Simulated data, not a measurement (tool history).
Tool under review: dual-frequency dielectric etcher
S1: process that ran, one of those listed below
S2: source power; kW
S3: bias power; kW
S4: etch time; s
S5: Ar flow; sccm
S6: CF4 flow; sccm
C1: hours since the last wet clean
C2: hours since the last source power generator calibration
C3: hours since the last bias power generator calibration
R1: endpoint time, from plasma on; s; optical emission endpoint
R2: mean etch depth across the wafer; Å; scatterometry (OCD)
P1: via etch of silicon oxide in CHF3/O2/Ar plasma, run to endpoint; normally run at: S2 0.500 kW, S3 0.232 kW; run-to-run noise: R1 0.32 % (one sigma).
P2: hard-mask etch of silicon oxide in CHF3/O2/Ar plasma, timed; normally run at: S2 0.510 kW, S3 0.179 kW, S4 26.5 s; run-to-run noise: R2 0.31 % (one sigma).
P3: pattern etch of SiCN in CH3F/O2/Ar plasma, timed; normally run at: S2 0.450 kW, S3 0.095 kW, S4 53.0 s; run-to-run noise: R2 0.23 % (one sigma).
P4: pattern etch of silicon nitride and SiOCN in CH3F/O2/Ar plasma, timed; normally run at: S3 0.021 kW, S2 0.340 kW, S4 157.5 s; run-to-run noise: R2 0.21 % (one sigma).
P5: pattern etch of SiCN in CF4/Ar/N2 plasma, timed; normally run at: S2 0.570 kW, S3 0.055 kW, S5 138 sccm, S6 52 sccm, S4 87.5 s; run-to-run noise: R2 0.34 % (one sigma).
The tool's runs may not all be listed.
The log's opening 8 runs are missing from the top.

run	hour	S1	S2	S3	S4	S5	S6	C1	C2	C3	R1	R2
9	53.7	P3	0.450	0.123	53.0			179.2	30.1	959.5		252.49
10	60.7	P1	0.390	0.286				186.2	37.1	966.5	331.99	
11	68.9	P5	0.570	0.055	87.5	138	32	194.4	45.3	974.7		704.01
12	76.4	P1	0.610	0.232				201.9	52.8	982.2	304.04	
13	84.8	P1	0.500	0.232				210.3	61.2	990.6	329.41	
14	92.5	P1	0.320	0.275				218.0	68.9	998.3	360.88	
15	101.3	P4	0.340	0.013	157.5			226.8	77.7	1007.1		155.25
16	109.2	P4	0.340	0.021	157.5			234.7	85.6	1015.0		190.36
17	118.3	P1	0.500	0.232				243.8	94.7	1024.1	326.29	
18	124.8	P1	0.500	0.232				250.3	101.2	1030.6	327.49	
19	131.0	P3	0.570	0.095	53.0			256.5	107.4	1036.8		249.21
20	135.6	P1	0.340	0.232				261.1	112.0	1041.4	378.10	
21	140.1	P5	0.730	0.055	87.5	138	52	265.6	116.5	1045.9		957.25
22	149.1	P3	0.450	0.095	40.5			274.6	125.5	1054.9		174.87
23	156.6	P3	0.450	0.095	53.0			282.1	133.0	1062.4		228.21
24	162.4	P4	0.260	0.021	157.5			287.9	138.8	1068.2		173.96
25	167.1	P2	0.510	0.179	26.5			292.6	143.5	1072.9		502.20
26	174.1	P1	0.500	0.315				299.6	150.5	1079.9	294.42	
27	180.1	P5	0.570	0.055	87.5	138	52	305.6	156.5	1085.9		773.50
28	186.1	P5	0.570	0.055	87.5	84	52	311.6	162.5	1091.9		844.18
29	193.4	P2	0.290	0.179	26.5			318.9	169.8	1099.2		403.70
30	199.8	P4	0.340	0.021	111.0			325.3	176.2	1105.6		134.39
31	205.5	P1	0.630	0.192				331.0	181.9	1111.3	320.11	
32	210.4	P5	0.570	0.055	125.0	138	52	335.9	186.8	1116.2		1099.40

Run 33 is up next; what results do you expect?
33	215.8	P1	0.500	0.232				341.3	192.2	1121.6	?	

Run 33 came out at R1 327.46 s.
